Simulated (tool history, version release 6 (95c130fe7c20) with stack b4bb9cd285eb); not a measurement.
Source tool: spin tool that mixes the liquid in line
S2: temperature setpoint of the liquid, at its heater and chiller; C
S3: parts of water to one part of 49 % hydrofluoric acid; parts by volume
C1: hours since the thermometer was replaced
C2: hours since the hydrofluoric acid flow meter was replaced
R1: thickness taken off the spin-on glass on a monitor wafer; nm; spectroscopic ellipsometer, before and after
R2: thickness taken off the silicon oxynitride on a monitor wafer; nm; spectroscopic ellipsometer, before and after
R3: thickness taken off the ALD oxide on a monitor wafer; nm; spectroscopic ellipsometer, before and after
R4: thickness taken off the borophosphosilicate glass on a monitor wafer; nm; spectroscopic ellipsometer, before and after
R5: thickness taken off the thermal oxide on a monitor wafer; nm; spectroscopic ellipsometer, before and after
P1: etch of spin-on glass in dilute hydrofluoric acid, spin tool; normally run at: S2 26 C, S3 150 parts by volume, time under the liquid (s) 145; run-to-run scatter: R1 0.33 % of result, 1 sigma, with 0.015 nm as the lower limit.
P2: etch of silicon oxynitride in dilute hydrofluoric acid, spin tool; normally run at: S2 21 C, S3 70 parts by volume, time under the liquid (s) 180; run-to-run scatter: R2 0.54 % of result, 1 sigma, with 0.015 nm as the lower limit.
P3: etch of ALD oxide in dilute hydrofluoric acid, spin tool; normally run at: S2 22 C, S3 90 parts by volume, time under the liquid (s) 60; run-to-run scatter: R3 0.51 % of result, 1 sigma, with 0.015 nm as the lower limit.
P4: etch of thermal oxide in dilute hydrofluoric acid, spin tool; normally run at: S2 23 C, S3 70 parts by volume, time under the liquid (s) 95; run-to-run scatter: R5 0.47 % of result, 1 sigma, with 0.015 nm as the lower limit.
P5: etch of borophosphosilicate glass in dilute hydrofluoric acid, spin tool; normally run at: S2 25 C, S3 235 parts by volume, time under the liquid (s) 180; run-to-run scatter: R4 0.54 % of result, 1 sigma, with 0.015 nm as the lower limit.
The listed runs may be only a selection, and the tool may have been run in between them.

run 1 hour=5.9 | process_that_ran=P1 S2=26 S3=150 time_under_the_liquid_(s)=145 | C1=1104.7 C2=805.8 | R1=30.043
run 2 hour=9.6 | process_that_ran=P1 S2=26 S3=270 time_under_the_liquid_(s)=145 | C1=1108.4 C2=809.5 | R1=14.663
run 3 hour=14.8 | process_that_ran=P2 S2=29 S3=70 time_under_the_liquid_(s)=180 | C1=1113.6 C2=814.7 | R2=12.304
run 4 hour=17.6 | process_that_ran=P3 S2=28 S3=90 time_under_the_liquid_(s)=60 | C1=1116.4 C2=817.5 | R3=11.499
run 5 hour=20.5 | process_that_ran=P1 S2=26 S3=150 time_under_the_liquid_(s)=145 | C1=1119.3 C2=820.4 | R1=29.984
run 6 hour=24.6 | process_that_ran=P3 S2=22 S3=90 time_under_the_liquid_(s)=60 | C1=1123.4 C2=824.5 | R3=9.174
run 7 hour=27.3 | process_that_ran=P1 S2=26 S3=150 time_under_the_liquid_(s)=60 | C1=1126.1 C2=827.2 | R1=12.437
run 8 hour=31.8 | process_that_ran=P5 S2=25 S3=85 time_under_the_liquid_(s)=180 | C1=1130.6 C2=831.7 | R4=73.65
run 9 hour=34.5 | process_that_ran=P1 S2=26 S3=150 time_under_the_liquid_(s)=220 | C1=1133.3 C2=834.4 | R1=45.865
run 10 hour=39 | process_that_ran=P5 S2=25 S3=235 time_under_the_liquid_(s)=180 | C1=1137.8 C2=838.9 | R4=22.505
run 11 hour=42.4 | process_that_ran=P3 S2=22 S3=90 time_under_the_liquid_(s)=60 | C1=1141.2 C2=842.3 | R3=9.1728
run 12 hour=47.5 | process_that_ran=P2 S2=21 S3=70 time_under_the_liquid_(s)=65 | C1=1146.3 C2=847.4 | R2=3.0372
run 13 hour=52.6 | process_that_ran=P1 S2=20.5 S3=230 time_under_the_liquid_(s)=145 | C1=1151.4 C2=852.5 | R1=14.631
run 14 hour=58.2 | process_that_ran=P4 S2=23 S3=125 time_under_the_liquid_(s)=95 | C1=1157 C2=858.1 | R5=3.1448
run 15 hour=61.2 | process_that_ran=P1 S2=26 S3=150 time_under_the_liquid_(s)=145 | C1=1160 C2=861.1 | R1=30.081
run 16 hour=64.3 | process_that_ran=P4 S2=23 S3=70 time_under_the_liquid_(s)=40 | C1=1163.1 C2=864.2 | R5=2.4908
run 17 hour=68.5 | process_that_ran=P1 S2=30.5 S3=150 time_under_the_liquid_(s)=145 | C1=1167.3 C2=868.4 | R1=35.469
run 18 hour=73.3 | process_that_ran=P3 S2=22 S3=20 time_under_the_liquid_(s)=60 | C1=1172.1 C2=873.2 | R3=44.899
run 19 hour=79.5 | process_that_ran=P5 S2=29.5 S3=235 time_under_the_liquid_(s)=180 | C1=1178.3 C2=879.4 | R4=26.079
run 20 hour=85.3 | process_that_ran=P4 S2=23 S3=70 time_under_the_liquid_(s)=95 | C1=1184.1 C2=885.2 | R5=6.0602
run 21 hour=89.9 | process_that_ran=P4 S2=27.5 S3=70 time_under_the_liquid_(s)=95 | C1=1188.7 C2=889.8 | R5=7.157
run 22 hour=93.5 | process_that_ran=P1 S2=26 S3=150 time_under_the_liquid_(s)=145 | C1=1192.3 C2=893.4 | R1=29.952
run 23 hour=99.1 | process_that_ran=P4 S2=23 S3=70 time_under_the_liquid_(s)=95 | C1=1197.9 C2=899 | R5=6.026
run 24 hour=102.9 | process_that_ran=P1 S2=26 S3=35 time_under_the_liquid_(s)=145 | C1=1201.7 C2=902.8 | R1=150.38
run 25 hour=106.8 | process_that_ran=P2 S2=21 S3=30 time_under_the_liquid_(s)=180 | C1=1205.6 C2=906.7 | R2=19.822
run 26 hour=111.9 | process_that_ran=P1 S2=21 S3=150 time_under_the_liquid_(s)=145 | C1=1210.7 C2=911.8 | R1=24.804
run 27 hour=118.2 | process_that_ran=P1 S2=26 S3=150 time_under_the_liquid_(s)=145 | C1=1217 C2=918.1 | R1=29.937
run 28 hour=120.9 | process_that_ran=P5 S2=25 S3=235 time_under_the_liquid_(s)=45 | C1=1219.7 C2=920.8 | R4=5.6128
run 29 hour=126.5 | process_that_ran=P1 S2=26 S3=150 time_under_the_liquid_(s)=145 | C1=1225.3 C2=926.4 | R1=29.926
run 30 hour=132.2 | process_that_ran=P3 S2=22 S3=90 time_under_the_liquid_(s)=15 | C1=1231 C2=932.1 | R3=2.2469
run 31 hour=135.7 | process_that_ran=P2 S2=21 S3=70 time_under_the_liquid_(s)=180 | C1=1234.5 C2=935.6 | R2=8.366
run 32 hour=140.4 | process_that_ran=P2 S2=21 S3=70 time_under_the_liquid_(s)=180 | C1=1239.2 C2=940.3 | R2=8.3315
run 33 hour=144.8 | process_that_ran=P1 S2=26 S3=150 time_under_the_liquid_(s)=145 | C1=1243.6 C2=944.7 | R1=30.001
run 34 hour=147.7 | process_that_ran=P1 S2=26 S3=150 time_under_the_liquid_(s)=145 | C1=1246.5 C2=947.6 | R1=29.449
run 35 hour=153 | process_that_ran=P1 S2=26 S3=150 time_under_the_liquid_(s)=145 | C1=1251.8 C2=952.9 | R1=28.565
run 36 hour=156.9 | process_that_ran=P1 S2=26 S3=150 time_under_the_liquid_(s)=145 | C1=1255.7 C2=956.8 | R1=28.168
run 37 hour=161.4 | process_that_ran=P1 S2=26 S3=150 time_under_the_liquid_(s)=145 | C1=1260.2 C2=961.3 | R1=27.805
run 38 hour=165.5 | process_that_ran=P1 S2=26 S3=150 time_under_the_liquid_(s)=145 | C1=1264.3 C2=965.4 | R1=27.618
run 39 hour=171.3 | process_that_ran=P1 S2=26 S3=150 time_under_the_liquid_(s)=145 | C1=1270.1 C2=971.2 | R1=27.834
run 40 hour=175.1 | process_that_ran=P1 S2=26 S3=150 time_under_the_liquid_(s)=145 | C1=1273.9 C2=975 | R1=27.698
run 41 hour=180.6 | process_that_ran=P1 S2=26 S3=150 time_under_the_liquid_(s)=145 | C1=1279.4 C2=980.5 | R1=27.593

P1 has crept away from where it was. The log is fitted equally well by each of these 2 causes, at the sizes shown:
A: hydrofluoric acid flow below the setpoint (%) = 7.11
B: liquid colder than its thermometer reads (K) = 2.31
The onset of the drift is placed at about hour 144.8.

Of the 4 check runs below, each run on 2 wafers with the results averaged and each result still a question mark, which one would tell the listed causes apart?
run check 1 hour=186.1 | process_that_ran=P2 S2=27.5 S3=35 time_under_the_liquid_(s)=180 | R2=?
run check 2 hour=186.1 | process_that_ran=P5 S2=25 S3=105 time_under_the_liquid_(s)=90 | R4=?
run check 3 hour=186.1 | process_that_ran=P4 S2=23 S3=125 time_under_the_liquid_(s)=60 | R5=?
run check 4 hour=186.1 | process_that_ran=P3 S2=25 S3=90 time_under_the_liquid_(s)=15 | R3=?

What every check run would give for each of its results, assuming each possible cause in turn:
check=check_1 result=R2 if_A=21.838 if_B=21.069
check=check_2 result=R4 if_A=26.791 if_B=26.589
check=check_3 result=R5 if_A=1.8345 if_B=1.8217
check=check_4 result=R3 if_A=2.3579 if_B=2.3349
Per check, the gap between the least separated pair of causes, taken in the result that splits them most: check 1 3.58 %; check 2 0.76 %; check 3 0.7 %; check 4 0.98 %
Of the check runs offered, only check 1 discriminates between the causes; the rest would read about the same regardless of which cause applies.

Then check 1 was run and gave: R2 21.92 nm. Which cause is it?

The correct cause is A, namely: hydrofluoric acid flow below the setpoint (%).
